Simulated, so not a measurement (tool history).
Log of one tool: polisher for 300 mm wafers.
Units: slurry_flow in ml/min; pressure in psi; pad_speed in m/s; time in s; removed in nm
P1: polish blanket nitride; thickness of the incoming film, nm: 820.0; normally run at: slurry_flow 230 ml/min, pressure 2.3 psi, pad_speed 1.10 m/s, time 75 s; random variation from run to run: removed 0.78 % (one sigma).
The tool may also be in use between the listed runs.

run,hour,slurry_flow,pressure,pad_speed,time,removed
1,4.6,230,2.3,1.10,75,96.090
2,11.0,230,2.3,1.62,101,178.080
3,15.5,230,2.3,1.10,75,96.021
4,24.7,230,2.8,1.10,36,56.835
5,30.8,230,2.3,1.10,55,71.403
6,39.0,230,2.3,1.10,75,95.985
7,43.8,230,2.3,1.10,75,97.453
8,49.9,320,1.5,1.10,75,65.038
9,55.5,230,2.3,1.10,75,95.424
# hour 57.6: head pressure recalibrated
10,60.7,140,2.3,1.10,75,88.470
11,69.9,325,2.3,1.10,75,102.010
# hour 76.0: worn pad replaced by a new one
12,77.2,230,2.3,1.10,75,96.425
13,86.7,230,2.3,1.10,114,145.420
14,92.0,230,1.0,1.10,75,42.049
15,101.3,230,2.3,0.50,75,52.554
16,107.2,230,3.5,1.10,75,146.620
17,116.1,230,2.3,1.70,75,137.960
18,124.3,230,2.3,1.10,75,95.885
19,128.6,230,2.3,1.10,75,95.354
20,138.2,230,2.3,1.10,75,93.406
21,146.9,230,2.3,1.10,75,93.887
22,153.3,230,2.3,1.10,75,93.629
# hour 156.6: worn pad replaced by a new one
23,162.8,230,2.3,1.10,75,93.782
24,172.4,230,2.3,1.10,75,92.257
25,181.2,230,2.3,1.10,75,92.248

The next listed run, before its measurement:
26,188.4,230,2.3,1.10,75,?

{"run 26": {"removed": 93.637}}
